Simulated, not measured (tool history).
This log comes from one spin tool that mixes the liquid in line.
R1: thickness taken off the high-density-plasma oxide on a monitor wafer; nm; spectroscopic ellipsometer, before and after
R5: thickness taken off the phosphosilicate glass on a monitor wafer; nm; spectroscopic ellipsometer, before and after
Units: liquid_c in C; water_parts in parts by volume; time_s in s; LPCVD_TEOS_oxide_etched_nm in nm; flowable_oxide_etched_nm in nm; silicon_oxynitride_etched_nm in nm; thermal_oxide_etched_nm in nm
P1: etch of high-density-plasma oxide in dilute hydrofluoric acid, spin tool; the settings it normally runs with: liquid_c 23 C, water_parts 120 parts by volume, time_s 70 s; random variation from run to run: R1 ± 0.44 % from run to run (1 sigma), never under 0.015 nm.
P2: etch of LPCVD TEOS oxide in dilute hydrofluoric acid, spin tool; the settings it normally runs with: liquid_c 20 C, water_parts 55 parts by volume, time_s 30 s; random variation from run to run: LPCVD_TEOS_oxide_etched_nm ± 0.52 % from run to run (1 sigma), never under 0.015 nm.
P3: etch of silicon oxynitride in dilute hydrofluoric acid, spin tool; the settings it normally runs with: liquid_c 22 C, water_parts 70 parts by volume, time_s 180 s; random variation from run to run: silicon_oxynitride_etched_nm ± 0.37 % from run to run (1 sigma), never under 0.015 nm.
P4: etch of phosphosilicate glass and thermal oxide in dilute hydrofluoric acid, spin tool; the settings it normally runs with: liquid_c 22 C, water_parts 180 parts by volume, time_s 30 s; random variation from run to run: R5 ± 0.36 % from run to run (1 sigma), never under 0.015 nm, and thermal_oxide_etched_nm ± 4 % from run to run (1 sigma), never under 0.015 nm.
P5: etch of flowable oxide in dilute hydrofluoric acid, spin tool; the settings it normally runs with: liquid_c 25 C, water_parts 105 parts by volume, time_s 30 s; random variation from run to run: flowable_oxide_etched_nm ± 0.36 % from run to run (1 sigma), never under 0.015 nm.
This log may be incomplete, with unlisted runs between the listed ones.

run 1 hour=4.4 | process=P1 liquid_c=23 water_parts=120 time_s=70 | R1=6.0903
run 2 hour=7.4 | process=P2 liquid_c=20 water_parts=85 time_s=30 | LPCVD_TEOS_oxide_etched_nm=10.8
run 3 hour=9.9 | process=P1 liquid_c=23 water_parts=215 time_s=70 | R1=3.0628
run 4 hour=13.3 | process=P2 liquid_c=20 water_parts=55 time_s=30 | LPCVD_TEOS_oxide_etched_nm=17.217
run 5 hour=17.2 | process=P5 liquid_c=25 water_parts=185 time_s=30 | flowable_oxide_etched_nm=7.734
run 6 hour=19.9 | process=P5 liquid_c=25 water_parts=105 time_s=30 | flowable_oxide_etched_nm=14.844
run 7 hour=23.6 | process=P5 liquid_c=25 water_parts=105 time_s=55 | flowable_oxide_etched_nm=27.374
run 8 hour=26 | process=P2 liquid_c=20 water_parts=55 time_s=15 | LPCVD_TEOS_oxide_etched_nm=8.6823
run 9 hour=29.1 | process=P1 liquid_c=23 water_parts=120 time_s=70 | R1=6.0376
run 10 hour=32.4 | process=P5 liquid_c=19 water_parts=105 time_s=30 | flowable_oxide_etched_nm=11.745
run 11 hour=34.9 | process=P2 liquid_c=24 water_parts=55 time_s=30 | LPCVD_TEOS_oxide_etched_nm=20.47
run 12 hour=39.1 | process=P1 liquid_c=23 water_parts=40 time_s=110 | R1=31.468
run 13 hour=42.7 | process=P3 liquid_c=22 water_parts=70 time_s=55 | silicon_oxynitride_etched_nm=3.0785
run 14 hour=46.9 | process=P1 liquid_c=23 water_parts=120 time_s=70 | R1=6.0701
run 15 hour=48.9 | process=P1 liquid_c=30.5 water_parts=120 time_s=70 | R1=8.055
run 16 hour=51.2 | process=P3 liquid_c=28 water_parts=70 time_s=180 | silicon_oxynitride_etched_nm=13.589
run 17 hour=54.8 | process=P2 liquid_c=20 water_parts=55 time_s=30 | LPCVD_TEOS_oxide_etched_nm=17.511
run 18 hour=58.8 | process=P1 liquid_c=26 water_parts=190 time_s=70 | R1=3.9392
run 19 hour=62.7 | process=P1 liquid_c=23 water_parts=120 time_s=70 | R1=6.0656
run 20 hour=66.8 | process=P4 liquid_c=17 water_parts=180 time_s=30 | R5=6.8918 thermal_oxide_etched_nm=0.50652
run 21 hour=71.1 | process=P1 liquid_c=23 water_parts=210 time_s=130 | R1=5.8592
run 22 hour=74 | process=P4 liquid_c=22 water_parts=180 time_s=30 | R5=8.3739 thermal_oxide_etched_nm=0.74568
run 23 hour=77.7 | process=P4 liquid_c=22 water_parts=245 time_s=30 | R5=5.8006 thermal_oxide_etched_nm=0.50609
run 24 hour=80.9 | process=P5 liquid_c=25 water_parts=105 time_s=30 | flowable_oxide_etched_nm=14.898
run 25 hour=83.7 | process=P3 liquid_c=22 water_parts=20 time_s=180 | silicon_oxynitride_etched_nm=36.6
run 26 hour=87.4 | process=P1 liquid_c=23 water_parts=120 time_s=15 | R1=1.3124
run 27 hour=90.5 | process=P1 liquid_c=23 water_parts=65 time_s=70 | R1=11.951
run 28 hour=92.7 | process=P4 liquid_c=22 water_parts=180 time_s=15 | R5=4.2114 thermal_oxide_etched_nm=0.35505
run 29 hour=94.9 | process=P1 liquid_c=17 water_parts=120 time_s=70 | R1=4.7573
run 30 hour=99.1 | process=P1 liquid_c=23 water_parts=120 time_s=70 | R1=6.076
run 31 hour=102.8 | process=P3 liquid_c=22 water_parts=70 time_s=180 | silicon_oxynitride_etched_nm=10.075
run 32 hour=106.3 | process=P1 liquid_c=23 water_parts=120 time_s=120 | R1=10.385
run 33 hour=109.5 | process=P1 liquid_c=23 water_parts=120 time_s=70 | R1=6.0524
run 34 hour=112.5 | process=P1 liquid_c=23 water_parts=120 time_s=70 | R1=6.214
run 35 hour=116.7 | process=P1 liquid_c=23 water_parts=120 time_s=70 | R1=6.3634
run 36 hour=119.3 | process=P1 liquid_c=23 water_parts=120 time_s=70 | R1=6.4671
run 37 hour=122.9 | process=P1 liquid_c=23 water_parts=120 time_s=70 | R1=6.4276
run 38 hour=126.5 | process=P1 liquid_c=23 water_parts=120 time_s=70 | R1=6.5232
run 39 hour=128.5 | process=P1 liquid_c=23 water_parts=120 time_s=70 | R1=6.5352
run 40 hour=130.7 | process=P1 liquid_c=23 water_parts=120 time_s=70 | R1=6.511
run 41 hour=133.3 | process=P1 liquid_c=23 water_parts=120 time_s=70 | R1=6.5133
run 42 hour=135.5 | process=P1 liquid_c=23 water_parts=120 time_s=70 | R1=6.5405
run 43 hour=139.1 | process=P1 liquid_c=23 water_parts=120 time_s=70 | R1=6.5188

What P1 gives has crept away from where it was. These 2 causes fit the log equally well, each at the size given:
A: liquid hotter than its thermometer reads (K) = 1.94
B: hydrofluoric acid flow above the setpoint (%) = 6.88
The process output started creeping at around hour 109.5.

Consider the 4 single-wafer check runs listed below, results given as question marks: which one distinguishes between the causes by giving clearly different results for each?
run check 1 hour=142.7 | process=P5 liquid_c=25 water_parts=175 time_s=45 | flowable_oxide_etched_nm=?
run check 2 hour=142.7 | process=P2 liquid_c=23.5 water_parts=55 time_s=30 | LPCVD_TEOS_oxide_etched_nm=?
run check 3 hour=142.7 | process=P4 liquid_c=17 water_parts=180 time_s=15 | R5=? thermal_oxide_etched_nm=?
run check 4 hour=142.7 | process=P3 liquid_c=22 water_parts=20 time_s=180 | silicon_oxynitride_etched_nm=?

Check results expected under each cause:
check=check_1 result=flowable_oxide_etched_nm if_A=13.254 if_B=13.36
check=check_2 result=LPCVD_TEOS_oxide_etched_nm if_A=21.686 if_B=21.511
check=check_3 result=R5 if_A=3.7177 if_B=3.7179
check=check_3 result=thermal_oxide_etched_nm if_A=0.30557 if_B=0.30558
check=check_4 result=silicon_oxynitride_etched_nm if_A=40.256 if_B=39.043
Minimum pairwise separation of causes per check, each pair taken at its best-separating result: check 1 0.8 %; check 2 0.81 %; check 3 0 %; check 4 3.06 %
Check 4 tells the causes apart: in the others they would give nearly the same result.

Then check 4 was run and gave: silicon_oxynitride_etched_nm 40.153 nm. Which cause is it?

The correct cause is A, namely: liquid hotter than its thermometer reads (K).
